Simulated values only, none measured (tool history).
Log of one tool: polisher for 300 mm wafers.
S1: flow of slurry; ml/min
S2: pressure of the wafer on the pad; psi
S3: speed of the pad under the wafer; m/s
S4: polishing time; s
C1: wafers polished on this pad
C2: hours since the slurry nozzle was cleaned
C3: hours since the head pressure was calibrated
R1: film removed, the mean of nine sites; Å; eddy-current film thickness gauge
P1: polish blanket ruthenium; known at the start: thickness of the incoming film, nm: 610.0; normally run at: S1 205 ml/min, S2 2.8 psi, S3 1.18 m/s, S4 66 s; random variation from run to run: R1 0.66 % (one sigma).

run	hour	S1	S2	S3	S4	C1	C2	C3	R1
1	3.4	205	2.8	1.18	66	292	353	939.8	1030.8
2	7.3	315	4.1	1.18	66	337	356.9	943.7	1575.2
3	14.4	205	2.8	1.18	66	419	364	950.8	1033.2
4	21.4	205	2.8	0.78	66	499	371	957.8	682.7
5	25.4	300	2.8	1.18	66	545	375	961.8	1076.3
6	31.5	205	4.1	1.18	66	615	381.1	967.9	1512.1
7	36.3	205	1.6	1.18	66	670	385.9	972.7	584.57
8	39.7	125	2.8	1.18	66	709	389.3	976.1	951.82
9	45.7	205	2.8	1.18	66	778	395.3	982.1	1027.4
10	49.8	205	2.8	1.18	31	826	399.4	986.2	481.02
11	55.8	205	2.8	1.18	96	894	405.4	992.2	1510.5
12	60.5	205	2.8	1.18	66	949	410.1	996.9	1022.8
13	66.9	205	2.8	1.82	66	1022	416.5	1003.3	1592.5
14	73	205	2.8	1.18	66	1092	422.6	1009.4	1033.2
15	78.2	205	2.8	1.18	66	1152	427.8	1014.6	1010.8
16	83.4	205	2.8	1.18	66	1212	433	1019.8	1007.6
17	86.7	205	2.8	1.18	66	1250	436.3	1023.1	988.15
18	93.2	205	2.8	1.18	66	1324	442.8	1029.6	980.74
19	99.6	205	2.8	1.18	66	1398	449.2	1036	977.53
20	106.2	205	2.8	1.18	66	1474	455.8	1042.6	976.76
# hour 109.9: head pressure recalibrated
21	113.2	205	2.8	1.18	66	1554	462.8	3.3	963.44
22	118.4	205	2.8	1.18	66	1614	468	8.5	962.22
23	125.6	205	2.8	1.18	66	1697	475.2	15.7	962.13
24	130.2	205	2.8	1.18	66	1750	479.8	20.3	963.87

What P1 gives has crept away from where it was. These 2 causes fit the log equally well, each at the size given:
A: removal rate lost through wear of the pad, % = 6.34
B: slurry flow missing at the pad, % = 33.9
The creep began at about hour 73.
Why every other cause is out:
head's pressure below its setpoint, %: serviced at hour 109.9, which brought nothing back

4 check runs are offered, each on 2 wafers whose results are averaged, their results left as question marks. Which one tells the causes apart?
check 1	134.8	205	2.8	0.9	90				?
check 2	134.8	125	3.8	1.18	66				?
check 3	134.8	205	2.8	1.82	66				?
check 4	134.8	205	2.8	1.72	66				?

What each check would give under each cause:
check	result	if A	if B
check 1	R1	1004	1003.9
check 2	R1	1207.5	1163.4
check 3	R1	1488.9	1488.8
check 4	R1	1407.1	1407
How far apart the two closest causes lie, in the result that separates them most: check 1 0.01 %; check 2 3.72 %; check 3 0.01 %; check 4 0.01 %
Check 2 tells the causes apart: in the others they would give nearly the same result.

Then check 2 was run and gave: R1 1168.6 Å. Which cause is it?

It is B: slurry flow missing at the pad, %.
